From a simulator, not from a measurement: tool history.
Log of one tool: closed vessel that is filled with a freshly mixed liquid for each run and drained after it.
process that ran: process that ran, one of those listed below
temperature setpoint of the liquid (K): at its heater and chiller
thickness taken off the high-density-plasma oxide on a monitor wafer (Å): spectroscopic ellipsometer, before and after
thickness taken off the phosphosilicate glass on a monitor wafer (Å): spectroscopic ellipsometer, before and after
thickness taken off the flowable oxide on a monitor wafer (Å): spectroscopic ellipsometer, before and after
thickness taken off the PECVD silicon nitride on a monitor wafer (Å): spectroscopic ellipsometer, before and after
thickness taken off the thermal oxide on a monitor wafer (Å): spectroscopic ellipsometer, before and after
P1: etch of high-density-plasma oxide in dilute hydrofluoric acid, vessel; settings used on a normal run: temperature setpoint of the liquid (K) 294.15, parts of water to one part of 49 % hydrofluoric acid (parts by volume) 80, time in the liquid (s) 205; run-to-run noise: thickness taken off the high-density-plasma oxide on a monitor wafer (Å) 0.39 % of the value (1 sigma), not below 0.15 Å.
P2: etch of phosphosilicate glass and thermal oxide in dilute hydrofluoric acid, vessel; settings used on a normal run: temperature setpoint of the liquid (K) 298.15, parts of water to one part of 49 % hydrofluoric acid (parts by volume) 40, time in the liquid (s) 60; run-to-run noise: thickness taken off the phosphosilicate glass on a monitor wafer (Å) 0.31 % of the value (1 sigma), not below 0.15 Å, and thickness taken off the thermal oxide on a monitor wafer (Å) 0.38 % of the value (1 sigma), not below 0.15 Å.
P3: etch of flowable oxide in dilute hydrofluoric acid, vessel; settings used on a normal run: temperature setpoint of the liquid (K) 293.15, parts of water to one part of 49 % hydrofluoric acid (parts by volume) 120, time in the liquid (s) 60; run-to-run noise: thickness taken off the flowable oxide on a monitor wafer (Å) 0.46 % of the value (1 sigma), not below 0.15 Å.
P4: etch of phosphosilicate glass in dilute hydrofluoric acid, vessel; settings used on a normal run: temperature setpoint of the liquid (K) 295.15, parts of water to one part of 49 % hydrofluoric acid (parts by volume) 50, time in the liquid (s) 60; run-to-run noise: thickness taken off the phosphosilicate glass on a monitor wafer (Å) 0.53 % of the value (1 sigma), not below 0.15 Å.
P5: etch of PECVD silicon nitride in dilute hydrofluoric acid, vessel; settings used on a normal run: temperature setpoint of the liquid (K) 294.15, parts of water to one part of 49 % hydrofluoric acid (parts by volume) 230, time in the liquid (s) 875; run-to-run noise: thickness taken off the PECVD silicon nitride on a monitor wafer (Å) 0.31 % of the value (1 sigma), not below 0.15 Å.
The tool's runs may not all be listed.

run,hour,process that ran,temperature setpoint of the liquid (K),parts of water to one part of 49 % hydrofluoric acid (parts by volume),time in the liquid (s),hours since the thermometer was replaced,hours since the hydrofluoric acid flow meter was replaced,thickness taken off the high-density-plasma oxide on a monitor wafer (Å),thickness taken off the phosphosilicate glass on a monitor wafer (Å),thickness taken off the flowable oxide on a monitor wafer (Å),thickness taken off the PECVD silicon nitride on a monitor wafer (Å),thickness taken off the thermal oxide on a monitor wafer (Å)
1,6.2,P1,294.15,80,205,328.8,669.8,199.430,,,,
2,15.2,P4,295.15,50,60,337.8,678.8,,1619.20,,,
3,20.7,P1,294.15,40,205,343.3,684.3,419.840,,,,
4,30.0,P4,295.15,85,60,352.6,693.6,,912.98,,,
5,34.9,P1,290.15,80,295,357.5,698.5,244.370,,,,
# hour 36.2: hydrofluoric acid flow meter replaced
6,41.1,P3,293.15,120,30,363.7,5.0,,,53.825,,
7,46.4,P3,293.15,190,60,369.0,10.3,,,63.088,,
8,55.5,P1,301.15,80,205,378.1,19.4,264.450,,,,
9,62.9,P1,290.15,80,65,385.5,26.8,53.860,,,,
10,71.6,P1,294.15,80,205,394.2,35.5,200.520,,,,
11,78.7,P5,294.15,230,875,401.3,42.6,,,,176.690,
12,88.1,P1,294.15,80,205,410.7,52.0,201.100,,,,
13,92.6,P1,290.15,80,205,415.2,56.5,168.180,,,,
14,102.3,P4,295.15,50,30,424.9,66.2,,807.81,,,
15,110.6,P1,294.15,110,205,433.2,74.5,139.200,,,,
16,119.4,P1,294.15,80,205,442.0,83.3,199.350,,,,
17,123.8,P1,294.15,80,40,446.4,87.7,38.786,,,,
18,130.4,P1,294.15,80,205,453.0,94.3,198.280,,,,
19,135.5,P1,294.15,80,205,458.1,99.4,198.510,,,,
20,142.5,P4,295.15,50,60,465.1,106.4,,1608.50,,,
21,151.1,P2,298.15,25,60,473.7,115.0,,3312.80,,,129.900
22,158.5,P3,293.15,120,60,481.1,122.4,,,107.780,,
23,166.5,P1,290.15,120,205,489.1,130.4,106.990,,,,
24,173.0,P3,300.15,120,60,495.6,136.9,,,142.360,,
25,177.5,P2,298.15,40,30,500.1,141.4,,1010.60,,,39.876
26,183.7,P4,290.15,50,60,506.3,147.6,,1295.20,,,
27,192.7,P5,290.15,230,875,515.3,156.6,,,,136.150,
28,198.1,P5,294.15,230,335,520.7,162.0,,,,67.033,
29,204.4,P2,298.15,40,60,527.0,168.3,,2020.80,,,79.225
30,213.3,P2,305.15,40,60,535.9,177.2,,2677.00,,,104.770
31,223.3,P5,294.15,365,875,545.9,187.2,,,,112.710,
32,229.3,P1,294.15,80,310,551.9,193.2,301.880,,,,
33,236.3,P1,294.15,80,205,558.9,200.2,197.710,,,,
34,244.1,P1,294.15,80,205,566.7,208.0,194.650,,,,
35,254.3,P1,294.15,80,205,576.9,218.2,190.020,,,,
36,264.5,P1,294.15,80,205,587.1,228.4,189.440,,,,
37,269.5,P1,294.15,80,205,592.1,233.4,187.000,,,,
38,279.6,P1,294.15,80,205,602.2,243.5,185.300,,,,
39,288.7,P1,294.15,80,205,611.3,252.6,185.470,,,,
40,295.9,P1,294.15,80,205,618.5,259.8,185.070,,,,
41,305.3,P1,294.15,80,205,627.9,269.2,184.590,,,,
42,314.0,P1,294.15,80,205,636.6,277.9,183.740,,,,
43,319.6,P1,294.15,80,205,642.2,283.5,183.930,,,,
44,328.8,P1,294.15,80,205,651.4,292.7,184.160,,,,

P1 no longer gives what it gave before; its output has crept away from where it was. The following 2 causes, each at its listed size, fit the log equally well:
A: hydrofluoric acid flow below the setpoint (%) = 7.12
B: liquid colder than its thermometer reads (K) = 1.95
At approximately hour 236.3, the process output began to creep.

4 check runs are offered, one wafer each, their results left as question marks. Which one tells the causes apart?
check 1,338.0,P4,295.15,50,60,,,,?,,,
check 2,338.0,P5,294.15,230,875,,,,,,?,
check 3,338.0,P2,298.15,40,60,,,,?,,,?
check 4,338.0,P3,293.15,120,60,,,,,?,,

If the cause were each of the candidates in turn, the checks would give the following:
check,result,if A,if B
check 1,thickness taken off the phosphosilicate glass on a monitor wafer (Å),1485.00,1479.80
check 2,thickness taken off the PECVD silicon nitride on a monitor wafer (Å),163.910,155.190
check 3,thickness taken off the phosphosilicate glass on a monitor wafer (Å),1873.10,1868.00
check 3,thickness taken off the thermal oxide on a monitor wafer (Å),73.686,73.485
check 4,thickness taken off the flowable oxide on a monitor wafer (Å),98.877,99.272
Gap, in per cent, between the two causes that each check separates least, read from the result that separates them most: check 1 0.35 %; check 2 5.47 %; check 3 0.27 %; check 4 0.4 %
Check 2 is the one run that separates the causes; every other check would come out nearly the same whichever cause is at work.

Then check 2 was run and gave: thickness taken off the PECVD silicon nitride on a monitor wafer (Å) 163.730. Which cause is it?

The correct cause is A, namely: hydrofluoric acid flow below the setpoint (%).
